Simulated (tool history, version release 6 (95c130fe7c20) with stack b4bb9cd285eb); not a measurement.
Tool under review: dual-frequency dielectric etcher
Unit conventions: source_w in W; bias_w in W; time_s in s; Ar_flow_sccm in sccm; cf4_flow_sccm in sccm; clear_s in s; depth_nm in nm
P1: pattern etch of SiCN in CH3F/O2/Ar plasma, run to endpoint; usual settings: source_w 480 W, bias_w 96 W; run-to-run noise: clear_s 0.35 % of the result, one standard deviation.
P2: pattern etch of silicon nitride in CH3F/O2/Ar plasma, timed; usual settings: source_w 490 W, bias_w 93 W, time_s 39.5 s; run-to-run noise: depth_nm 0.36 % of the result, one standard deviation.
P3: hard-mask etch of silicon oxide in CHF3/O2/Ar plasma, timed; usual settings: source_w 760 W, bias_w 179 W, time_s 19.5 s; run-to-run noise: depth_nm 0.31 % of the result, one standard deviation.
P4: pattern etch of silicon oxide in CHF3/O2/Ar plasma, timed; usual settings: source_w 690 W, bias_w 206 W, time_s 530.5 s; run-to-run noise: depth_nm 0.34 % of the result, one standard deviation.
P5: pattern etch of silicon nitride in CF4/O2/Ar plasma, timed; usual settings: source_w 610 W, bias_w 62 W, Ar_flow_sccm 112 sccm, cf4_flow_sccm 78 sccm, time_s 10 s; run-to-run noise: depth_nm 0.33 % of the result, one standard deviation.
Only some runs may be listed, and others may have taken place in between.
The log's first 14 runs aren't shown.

| run | day | process | source_w | bias_w | time_s | Ar_flow_sccm | cf4_flow_sccm | clear_s | depth_nm |
|---|---|---|---|---|---|---|---|---|---|
| 15 | 6.775 | P5 | 730 | 62 | 10 | 112 | 78 |  | 28.207 |
| 16 | 7.296 | P1 | 480 | 60 |  |  |  | 17.571 |  |
| 17 | 7.821 | P1 | 300 | 96 |  |  |  | 17.692 |  |
| 18 | 8.308 | P3 | 760 | 179 | 19.5 |  |  |  | 41.634 |
| 19 | 8.596 | P1 | 330 | 70 |  |  |  | 19.103 |  |
| 20 | 8.975 | P4 | 690 | 148 | 530.5 |  |  |  | 1029.4 |
| 21 | 9.354 | P4 | 690 | 206 | 698 |  |  |  | 1497.7 |
| 22 | 9.875 | P3 | 760 | 213 | 19.5 |  |  |  | 43.793 |
| 23 | 10.246 | P4 | 690 | 206 | 530.5 |  |  |  | 1145.8 |
| 24 | 10.692 | P1 | 480 | 96 |  |  |  | 14.873 |  |
| 25 | 11.1 | P1 | 480 | 96 |  |  |  | 14.865 |  |
| 26 | 11.654 | P3 | 980 | 179 | 19.5 |  |  |  | 45.87 |
| 27 | 12.038 | P3 | 760 | 179 | 26.5 |  |  |  | 56.575 |
| 28 | 12.567 | P2 | 490 | 93 | 39.5 |  |  |  | 33.263 |
| 29 | 12.842 | P5 | 610 | 74 | 10 | 112 | 78 |  | 25.876 |
| 30 | 13.133 | P1 | 370 | 71 |  |  |  | 18.311 |  |
| 31 | 13.5 | P5 | 610 | 62 | 10 | 112 | 102 |  | 24.85 |
| 32 | 13.979 | P2 | 490 | 93 | 50.5 |  |  |  | 42.272 |
| 33 | 14.533 | P1 | 480 | 96 |  |  |  | 14.943 |  |
| 34 | 15.112 | P1 | 480 | 96 |  |  |  | 14.99 |  |
| 35 | 15.396 | P1 | 480 | 96 |  |  |  | 15.062 |  |
|  | 15.938 | wet clean of the chamber |
| 36 | 15.942 | P1 | 480 | 96 |  |  |  | 15.086 |  |
| 37 | 16.229 | P1 | 480 | 96 |  |  |  | 15.095 |  |
| 38 | 16.521 | P1 | 480 | 96 |  |  |  | 15.106 |  |

Estimate the outcome of run 39 from the log above:
| 39 | 16.954 | P1 | 480 | 96 |  |  |  | ? |  |

clear_s: 15.113 s
